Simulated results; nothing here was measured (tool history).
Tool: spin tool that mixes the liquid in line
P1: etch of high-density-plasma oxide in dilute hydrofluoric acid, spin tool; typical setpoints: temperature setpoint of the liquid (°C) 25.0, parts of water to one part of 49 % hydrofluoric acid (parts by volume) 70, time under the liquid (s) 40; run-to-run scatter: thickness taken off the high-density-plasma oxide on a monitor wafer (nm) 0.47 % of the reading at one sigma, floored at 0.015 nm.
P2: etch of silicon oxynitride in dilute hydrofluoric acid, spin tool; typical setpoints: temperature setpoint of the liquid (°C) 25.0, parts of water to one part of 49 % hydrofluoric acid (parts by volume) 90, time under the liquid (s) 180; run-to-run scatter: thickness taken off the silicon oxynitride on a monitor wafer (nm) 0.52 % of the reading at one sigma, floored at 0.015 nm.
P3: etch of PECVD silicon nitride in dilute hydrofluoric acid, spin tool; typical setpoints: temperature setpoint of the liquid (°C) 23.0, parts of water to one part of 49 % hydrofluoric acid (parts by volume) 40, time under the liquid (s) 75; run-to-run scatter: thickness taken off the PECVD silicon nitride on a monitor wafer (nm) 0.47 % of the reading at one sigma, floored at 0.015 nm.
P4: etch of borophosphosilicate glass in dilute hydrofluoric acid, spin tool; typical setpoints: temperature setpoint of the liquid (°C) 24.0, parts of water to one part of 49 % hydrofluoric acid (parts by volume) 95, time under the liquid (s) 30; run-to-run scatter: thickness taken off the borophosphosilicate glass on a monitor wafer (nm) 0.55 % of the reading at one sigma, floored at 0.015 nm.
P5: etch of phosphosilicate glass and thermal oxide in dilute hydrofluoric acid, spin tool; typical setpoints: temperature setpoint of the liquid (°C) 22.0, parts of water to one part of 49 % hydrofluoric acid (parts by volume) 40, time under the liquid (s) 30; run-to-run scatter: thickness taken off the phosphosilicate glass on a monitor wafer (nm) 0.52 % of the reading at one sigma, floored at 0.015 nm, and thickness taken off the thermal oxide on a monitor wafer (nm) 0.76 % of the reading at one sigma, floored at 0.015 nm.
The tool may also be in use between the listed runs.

run   hour  process that ran  temperature setpoint of the liquid (°C)  parts of water to one part of 49 % hydrofluoric acid (parts by volume)  time under the liquid (s)  hours since the thermometer was replaced  hours since the hydrofluoric acid flow meter was replaced  thickness taken off the high-density-plasma oxide on a monitor wafer (nm)  thickness taken off the silicon oxynitride on a monitor wafer (nm)  thickness taken off the PECVD silicon nitride on a monitor wafer (nm)  thickness taken off the borophosphosilicate glass on a monitor wafer (nm)  thickness taken off the phosphosilicate glass on a monitor wafer (nm)  thickness taken off the thermal oxide on a monitor wafer (nm)
  1    2.8                P1                                     25.0                                                                      70                         40                                     986.6                                                      525.7                                                                     4.5182
  2    5.4                P2                                     25.0                                                                      90                        295                                     989.2                                                      528.3                                                                                                                                        14.9620
  3    7.6                P1                                     25.0                                                                      70                         60                                     991.4                                                      530.5                                                                     6.8498
  4   10.2                P2                                     25.0                                                                      90                        180                                     994.0                                                      533.1                                                                                                                                         9.1053
  5   13.5                P1                                     30.5                                                                      20                         40                                     997.3                                                      536.4                                                                    21.6100
  6   16.6                P2                                     19.0                                                                      90                        180                                    1000.4                                                      539.5                                                                                                                                         6.8508
  7   19.5                P1                                     25.0                                                                      70                         15                                    1003.3                                                      542.4                                                                     1.7189
  8   22.7                P1                                     25.0                                                                      70                         40                                    1006.5                                                      545.6                                                                     4.5309
  9   25.0                P1                                     25.0                                                                      70                         40                                    1008.8                                                      547.9                                                                     4.5451
 10   29.9                P1                                     25.0                                                                      70                         40                                    1013.7                                                      552.8                                                                     4.5677
 11   32.6                P3                                     27.5                                                                      40                         75                                    1016.4                                                      555.5                                                                                                                                                                                                                9.7988
 12   35.6                P4                                     29.5                                                                      95                         30                                    1019.4                                                      558.5                                                                                                                                                                                                                                                                                           25.711
 13   39.6                P4                                     24.0                                                                      50                         30                                    1023.4                                                      562.5                                                                                                                                                                                                                                                                                           41.351
 14   43.8                P3                                     23.0                                                                      40                        115                                    1027.6                                                      566.7                                                                                                                                                                                                               10.9780
 15   46.7                P1                                     25.0                                                                      70                         40                                    1030.5                                                      569.6                                                                     4.5673
 16   50.9                P4                                     24.0                                                                      95                         30                                    1034.7                                                      573.8                                                                                                                                                                                                                                                                                           20.591
 17   55.6                P1                                     25.0                                                                      20                         40                                    1039.4                                                      578.5                                                                    16.8500
 18   59.8                P5                                     22.0                                                                      40                         30                                    1043.6                                                      582.7                                                                                                                                                                                                                                                                                                                                                                 117.620                                                         3.7048
 19   63.5                P4                                     24.0                                                                      95                         60                                    1047.3                                                      586.4                                                                                                                                                                                                                                                                                           41.175
 20   67.2                P3                                     23.0                                                                      40                         75                                    1051.0                                                      590.1                                                                                                                                                                                                                7.2469
 21   72.1                P1                                     25.0                                                                     105                         40                                    1055.9                                                      595.0                                                                     2.8903
 22   75.0                P5                                     22.0                                                                      70                         30                                    1058.8                                                      597.9                                                                                                                                                                                                                                                                                                                                                                  64.524                                                         1.9871
 23   77.2                P5                                     29.0                                                                      40                         30                                    1061.0                                                      600.1                                                                                                                                                                                                                                                                                                                                                                 157.740                                                         4.7919
      80.6  -- hydrofluoric acid flow meter replaced
 24   81.3                P1                                     25.0                                                                      70                         40                                    1065.1                                                        0.7                                                                     4.5410
 25   85.0                P5                                     22.0                                                                      40                         15                                    1068.8                                                        4.4                                                                                                                                                                                                                                                                                                                                                                  58.943                                                         1.8244
 26   89.3                P1                                     20.5                                                                      70                         40                                    1073.1                                                        8.7                                                                     3.7524
 27   93.1                P4                                     24.0                                                                      95                         30                                    1076.9                                                       12.5                                                                                                                                                                                                                                                                                           20.627
 28   95.3                P1                                     29.5                                                                      70                         40                                    1079.1                                                       14.7                                                                     5.4084
 29   98.6                P2                                     25.0                                                                      30                        180                                    1082.4                                                       18.0                                                                                                                                        28.6700
 30  101.9                P3                                     23.0                                                                      25                         75                                    1085.7                                                       21.3                                                                                                                                                                                                               11.1530
 31  105.6                P1                                     25.0                                                                      70                         40                                    1089.4                                                       25.0                                                                     4.5424
 32  108.8                P1                                     25.0                                                                      70                         40                                    1092.6                                                       28.2                                                                     4.4738
 33  113.5                P1                                     25.0                                                                      70                         40                                    1097.3                                                       32.9                                                                     4.3631
 34  115.7                P1                                     25.0                                                                      70                         40                                    1099.5                                                       35.1                                                                     4.3060
 35  118.0                P1                                     25.0                                                                      70                         40                                    1101.8                                                       37.4                                                                     4.2769
 36  121.5                P1                                     25.0                                                                      70                         40                                    1105.3                                                       40.9                                                                     4.2793
 37  124.3                P1                                     25.0                                                                      70                         40                                    1108.1                                                       43.7                                                                     4.2790
 38  127.1                P1                                     25.0                                                                      70                         40                                    1110.9                                                       46.5                                                                     4.2555
 39  131.0                P1                                     25.0                                                                      70                         40                                    1114.8                                                       50.4                                                                     4.2703
 40  134.8                P1                                     25.0                                                                      70                         40                                    1118.6                                                       54.2                                                                     4.2791
 41  137.7                P1                                     25.0                                                                      70                         40                                    1121.5                                                       57.1                                                                     4.2720
 42  140.1                P1                                     25.0                                                                      70                         40                                    1123.9                                                       59.5                                                                     4.1999

The output of P1 has drifted from where it used to be. Each of the 2 causes below, taken at the size shown beside it, accounts for the log equally well:
A: hydrofluoric acid flow below the setpoint (%) = 6.22
B: liquid colder than its thermometer reads (K) = 1.74
The drift started at roughly hour 105.6.

Listed below are the offered check runs, one wafer per run, with question marks in place of results. For which of them would the causes give clearly different outcomes?
check 1  142.5                P2                                     25.0                                                                      90                        180                                                                                                                                                                                                                                                   ?
check 2  142.5                P3                                     23.0                                                                      40                         75                                                                                                                                                                                                                                                                                                                          ?
check 3  142.5                P5                                     22.0                                                                      40                         30                                                                                                                                                                                                                                                                                                                                                                                                                                                                            ?                                                              ?
check 4  142.5                P4                                     24.0                                                                      95                         30                                                                                                                                                                                                                                                                                                                                                                                                     ?

How each check would come out, cause by cause:
  check                                                                     result     if A     if B
check 1         thickness taken off the silicon oxynitride on a monitor wafer (nm)   8.4962   8.3846
check 2      thickness taken off the PECVD silicon nitride on a monitor wafer (nm)   6.7412   6.3671
check 3      thickness taken off the phosphosilicate glass on a monitor wafer (nm)  110.140  109.450
check 3              thickness taken off the thermal oxide on a monitor wafer (nm)   3.3862   3.3650
check 4  thickness taken off the borophosphosilicate glass on a monitor wafer (nm)   19.148   19.191
How far apart the two closest causes lie, in the result that separates them most: check 1 1.32 %; check 2 5.71 %; check 3 0.63 %; check 4 0.22 %
The other checks would show nearly matching results whichever cause is true, so check 2 is the only one that separates the causes.

Check 2 was then run and gave: thickness taken off the PECVD silicon nitride on a monitor wafer (nm) 6.7525. Which cause is it?

A is the cause: hydrofluoric acid flow below the setpoint (%).

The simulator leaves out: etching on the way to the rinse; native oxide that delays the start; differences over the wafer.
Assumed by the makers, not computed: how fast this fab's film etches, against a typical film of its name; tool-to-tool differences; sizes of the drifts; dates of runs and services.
